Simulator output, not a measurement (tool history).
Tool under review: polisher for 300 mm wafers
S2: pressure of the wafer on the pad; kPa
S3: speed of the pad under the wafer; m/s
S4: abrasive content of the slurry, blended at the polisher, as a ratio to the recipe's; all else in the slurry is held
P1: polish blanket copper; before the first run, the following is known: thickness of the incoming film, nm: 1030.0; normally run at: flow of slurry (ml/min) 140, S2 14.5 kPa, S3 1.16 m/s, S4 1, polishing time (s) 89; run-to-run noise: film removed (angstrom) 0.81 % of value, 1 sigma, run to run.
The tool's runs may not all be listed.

Run 1, day 0.275: flow of slurry (ml/min) 140, S2 14.5 kPa, S3 1.16 m/s, S4 1, polishing time (s) 89. Result: film removed (angstrom) 1921.
Run 2, day 0.654: flow of slurry (ml/min) 140, S2 9 kPa, S3 1.16 m/s, S4 1, polishing time (s) 89. Result: film removed (angstrom) 1187.8.
Run 3, day 0.95: flow of slurry (ml/min) 140, S2 14.5 kPa, S3 1.16 m/s, S4 1.35, polishing time (s) 89. Result: film removed (angstrom) 2002.9.
Run 4, day 1.496: flow of slurry (ml/min) 140, S2 14.5 kPa, S3 1.16 m/s, S4 1, polishing time (s) 89. Result: film removed (angstrom) 1895.3.
Run 5, day 1.817: flow of slurry (ml/min) 195, S2 14.5 kPa, S3 1.16 m/s, S4 1, polishing time (s) 89. Result: film removed (angstrom) 1999.8.
Run 6, day 2.308: flow of slurry (ml/min) 140, S2 14.5 kPa, S3 1.16 m/s, S4 0.55, polishing time (s) 89. Result: film removed (angstrom) 1691.4.
Run 7, day 2.633: flow of slurry (ml/min) 140, S2 14.5 kPa, S3 1.16 m/s, S4 1, polishing time (s) 135. Result: film removed (angstrom) 2870.6.
Run 8, day 3.154: flow of slurry (ml/min) 140, S2 14.5 kPa, S3 1.16 m/s, S4 1, polishing time (s) 89. Result: film removed (angstrom) 1922.9.
Run 9, day 3.65: flow of slurry (ml/min) 85, S2 14.5 kPa, S3 1.16 m/s, S4 1, polishing time (s) 89. Result: film removed (angstrom) 1722.9.
Run 10, day 4.171: flow of slurry (ml/min) 140, S2 14.5 kPa, S3 0.74 m/s, S4 0.6, polishing time (s) 89. Result: film removed (angstrom) 1095.4.
Run 11, day 4.788: flow of slurry (ml/min) 140, S2 14.5 kPa, S3 1.16 m/s, S4 1, polishing time (s) 40. Result: film removed (angstrom) 862.6.
At day 4.892: slurry blender recalibrated.
Run 12, day 5.083: flow of slurry (ml/min) 140, S2 14.5 kPa, S3 1.16 m/s, S4 1, polishing time (s) 89. Result: film removed (angstrom) 1924.1.
Run 13, day 5.712: flow of slurry (ml/min) 140, S2 22.1 kPa, S3 1.16 m/s, S4 1, polishing time (s) 89. Result: film removed (angstrom) 2896.6.
Run 14, day 6.079: flow of slurry (ml/min) 140, S2 14.5 kPa, S3 0.54 m/s, S4 1, polishing time (s) 89. Result: film removed (angstrom) 880.01.
Run 15, day 6.558: flow of slurry (ml/min) 140, S2 14.5 kPa, S3 1.78 m/s, S4 1, polishing time (s) 89. Result: film removed (angstrom) 2955.6.
Run 16, day 7.121: flow of slurry (ml/min) 140, S2 14.5 kPa, S3 1.16 m/s, S4 1, polishing time (s) 89. Result: film removed (angstrom) 1901.3.
Run 17, day 7.504: flow of slurry (ml/min) 140, S2 14.5 kPa, S3 1.16 m/s, S4 1, polishing time (s) 89. Result: film removed (angstrom) 1865.5.
Run 18, day 7.892: flow of slurry (ml/min) 140, S2 14.5 kPa, S3 1.16 m/s, S4 1, polishing time (s) 89. Result: film removed (angstrom) 1844.6.
Run 19, day 8.225: flow of slurry (ml/min) 140, S2 14.5 kPa, S3 1.16 m/s, S4 1, polishing time (s) 89. Result: film removed (angstrom) 1826.1.
Run 20, day 8.638: flow of slurry (ml/min) 140, S2 14.5 kPa, S3 1.16 m/s, S4 1, polishing time (s) 89. Result: film removed (angstrom) 1788.3.
Run 21, day 9.242: flow of slurry (ml/min) 140, S2 14.5 kPa, S3 1.16 m/s, S4 1, polishing time (s) 89. Result: film removed (angstrom) 1765.3.
At day 9.379: head pressure recalibrated.
At day 9.742: slurry blender recalibrated.
Run 22, day 9.788: flow of slurry (ml/min) 140, S2 14.5 kPa, S3 1.16 m/s, S4 1, polishing time (s) 89. Result: film removed (angstrom) 1782.4.
Run 23, day 10.2: flow of slurry (ml/min) 140, S2 14.5 kPa, S3 1.16 m/s, S4 1, polishing time (s) 89. Result: film removed (angstrom) 1777.
Run 24, day 10.775: flow of slurry (ml/min) 140, S2 14.5 kPa, S3 1.16 m/s, S4 1, polishing time (s) 89. Result: film removed (angstrom) 1791.1.

P1 has crept away from where it was. The log is fitted equally well by each of these 2 causes, at the sizes shown:
A: removal rate lost through wear of the pad, % = 6.83
B: slurry flow missing at the pad, % = 28
The creep began at about day 7.121.
Why every other cause is out:
head's pressure below its setpoint, %: serviced at day 9.379, which brought nothing back
abrasive missing from the slurry, %: serviced at day 9.742, which brought nothing back

The list below offers 4 check runs, each averaging the results of 3 wafers, and shows each result as a question mark. For which of them would the listed causes give clearly different results?
Run check 1, day 11.35: flow of slurry (ml/min) 140, S2 9 kPa, S3 0.58 m/s, S4 1, polishing time (s) 89. Result: film removed (angstrom) ?.
Run check 2, day 11.35: flow of slurry (ml/min) 140, S2 14.5 kPa, S3 1.16 m/s, S4 0.55, polishing time (s) 135. Result: film removed (angstrom) ?.
Run check 3, day 11.35: flow of slurry (ml/min) 140, S2 14.5 kPa, S3 0.56 m/s, S4 1, polishing time (s) 63. Result: film removed (angstrom) ?.
Run check 4, day 11.35: flow of slurry (ml/min) 90, S2 14.5 kPa, S3 1.16 m/s, S4 1, polishing time (s) 43. Result: film removed (angstrom) ?.

Expected result of each check under each candidate cause:
  check                   result    if A    if B
check 1  film removed (angstrom)  550.04  550.07
check 2  film removed (angstrom)  2382.4  2382.6
check 3  film removed (angstrom)  607.26   607.3
check 4  film removed (angstrom)  776.65  751.25
How far apart the two closest causes lie, in the result that separates them most: check 1 0.01 %; check 2 0.01 %; check 3 0.01 %; check 4 3.33 %
Of the check runs offered, only check 4 discriminates between the causes; the rest would read about the same regardless of which cause applies.

Then check 4 was run and gave: film removed (angstrom) 780.82. Which cause is it?

It was cause A: removal rate lost through wear of the pad, %.
